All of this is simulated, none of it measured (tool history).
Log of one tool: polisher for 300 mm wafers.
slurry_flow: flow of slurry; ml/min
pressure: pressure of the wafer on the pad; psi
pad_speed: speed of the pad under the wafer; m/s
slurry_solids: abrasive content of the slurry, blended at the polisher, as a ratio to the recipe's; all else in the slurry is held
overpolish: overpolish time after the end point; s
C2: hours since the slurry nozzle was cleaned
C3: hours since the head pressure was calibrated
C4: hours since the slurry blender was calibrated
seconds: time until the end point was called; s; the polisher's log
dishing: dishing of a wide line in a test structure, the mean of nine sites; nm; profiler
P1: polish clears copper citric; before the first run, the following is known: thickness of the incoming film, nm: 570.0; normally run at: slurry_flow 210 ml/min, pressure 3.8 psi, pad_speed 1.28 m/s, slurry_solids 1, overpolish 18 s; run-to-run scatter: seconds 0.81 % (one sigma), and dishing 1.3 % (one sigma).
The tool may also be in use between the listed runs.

run 1 day=0.358 | slurry_flow=210 pressure=3.8 pad_speed=1.28 slurry_solids=1 overpolish=18 | wafers_polished_on_this_pad=122 C2=477.1 C3=853.9 C4=163.5 | seconds=148.96 dishing=43.401
run 2 day=0.717 | slurry_flow=210 pressure=3.8 pad_speed=1.9 slurry_solids=0.65 overpolish=18 | wafers_polished_on_this_pad=163 C2=485.7 C3=862.5 C4=172.1 | seconds=110.92 dishing=53.632
run 3 day=0.921 | slurry_flow=210 pressure=3.8 pad_speed=1.28 slurry_solids=1 overpolish=18 | wafers_polished_on_this_pad=186 C2=490.6 C3=867.4 C4=177 | seconds=150.82 dishing=42.024
run 4 day=1.171 | slurry_flow=210 pressure=3.8 pad_speed=1.96 slurry_solids=1 overpolish=18 | wafers_polished_on_this_pad=215 C2=496.6 C3=873.4 C4=183 | seconds=99.252 dishing=58.064
run 5 day=1.417 | slurry_flow=210 pressure=3.8 pad_speed=1.28 slurry_solids=1 overpolish=18 | wafers_polished_on_this_pad=242 C2=502.5 C3=879.3 C4=188.9 | seconds=151.17 dishing=43.04
-- day=1.421 head pressure recalibrated
run 6 day=1.771 | slurry_flow=210 pressure=3.8 pad_speed=1.28 slurry_solids=1 overpolish=18 | wafers_polished_on_this_pad=283 C2=511 C3=8.4 C4=197.4 | seconds=148.19 dishing=42.956
run 7 day=2.1 | slurry_flow=210 pressure=3.8 pad_speed=1.28 slurry_solids=1 overpolish=28 | wafers_polished_on_this_pad=320 C2=518.9 C3=16.3 C4=205.3 | seconds=151.21 dishing=58.148
run 8 day=2.408 | slurry_flow=210 pressure=3.8 pad_speed=1.28 slurry_solids=1.35 overpolish=18 | wafers_polished_on_this_pad=355 C2=526.3 C3=23.7 C4=212.7 | seconds=141.63 dishing=44.904
-- day=2.471 worn pad replaced by a new one
run 9 day=2.708 | slurry_flow=210 pressure=4.7 pad_speed=0.6 slurry_solids=1 overpolish=18 | wafers_polished_on_this_pad=27 C2=533.5 C3=30.9 C4=219.9 | seconds=261.83 dishing=27.517
run 10 day=3 | slurry_flow=210 pressure=2.8 pad_speed=1.28 slurry_solids=1 overpolish=18 | wafers_polished_on_this_pad=60 C2=540.5 C3=37.9 C4=226.9 | seconds=199.46 dishing=33.475
run 11 day=3.233 | slurry_flow=320 pressure=3.8 pad_speed=1.28 slurry_solids=1 overpolish=18 | wafers_polished_on_this_pad=86 C2=546.1 C3=43.5 C4=232.5 | seconds=143.1 dishing=44.624
run 12 day=3.462 | slurry_flow=210 pressure=3.8 pad_speed=0.58 slurry_solids=1 overpolish=18 | wafers_polished_on_this_pad=112 C2=551.6 C3=49 C4=238 | seconds=326.61 dishing=22.068
run 13 day=3.817 | slurry_flow=210 pressure=3.8 pad_speed=0.8 slurry_solids=1.45 overpolish=18 | wafers_polished_on_this_pad=152 C2=560.1 C3=57.5 C4=246.5 | seconds=221.06 dishing=31.53
run 14 day=4.108 | slurry_flow=125 pressure=3.8 pad_speed=1.28 slurry_solids=1 overpolish=18 | wafers_polished_on_this_pad=185 C2=567.1 C3=64.5 C4=253.5 | seconds=163.28 dishing=39.87
run 15 day=4.35 | slurry_flow=210 pressure=3.8 pad_speed=1.28 slurry_solids=0.6 overpolish=18 | wafers_polished_on_this_pad=213 C2=572.9 C3=70.3 C4=259.3 | seconds=164.9 dishing=39.549
run 16 day=4.7 | slurry_flow=210 pressure=3.8 pad_speed=1.28 slurry_solids=1 overpolish=5 | wafers_polished_on_this_pad=252 C2=581.3 C3=78.7 C4=267.7 | seconds=148.94 dishing=13.824
run 17 day=4.888 | slurry_flow=210 pressure=5.8 pad_speed=1.28 slurry_solids=1 overpolish=18 | wafers_polished_on_this_pad=274 C2=585.8 C3=83.2 C4=272.2 | seconds=99.595 dishing=61.251
run 18 day=5.162 | slurry_flow=210 pressure=3.8 pad_speed=1.28 slurry_solids=1 overpolish=18 | wafers_polished_on_this_pad=305 C2=592.4 C3=89.8 C4=278.8 | seconds=150.83 dishing=44.312
run 19 day=5.45 | slurry_flow=210 pressure=3.8 pad_speed=1.28 slurry_solids=1 overpolish=18 | wafers_polished_on_this_pad=338 C2=599.3 C3=96.7 C4=285.7 | seconds=149.57 dishing=42.776
run 20 day=5.717 | slurry_flow=210 pressure=3.8 pad_speed=1.28 slurry_solids=1 overpolish=18 | wafers_polished_on_this_pad=368 C2=605.7 C3=103.1 C4=292.1 | seconds=154.76 dishing=41.932
run 21 day=6.017 | slurry_flow=210 pressure=3.8 pad_speed=1.28 slurry_solids=1 overpolish=18 | wafers_polished_on_this_pad=402 C2=612.9 C3=110.3 C4=299.3 | seconds=160.86 dishing=41.652
-- day=6.054 head pressure recalibrated
run 22 day=6.204 | slurry_flow=210 pressure=3.8 pad_speed=1.28 slurry_solids=1 overpolish=18 | wafers_polished_on_this_pad=423 C2=617.4 C3=3.7 C4=303.8 | seconds=161.31 dishing=41.103

Expected results for the next run?
-- day=6.454 worn pad replaced by a new one
run 23 day=6.471 | slurry_flow=210 pressure=3.8 pad_speed=1.28 slurry_solids=1 overpolish=18 | wafers_polished_on_this_pad=2 C2=623.8 C3=10.1 C4=310.2 | seconds=? dishing=?

{"run 23": {"seconds": 159.09, "dishing": 40.302}}

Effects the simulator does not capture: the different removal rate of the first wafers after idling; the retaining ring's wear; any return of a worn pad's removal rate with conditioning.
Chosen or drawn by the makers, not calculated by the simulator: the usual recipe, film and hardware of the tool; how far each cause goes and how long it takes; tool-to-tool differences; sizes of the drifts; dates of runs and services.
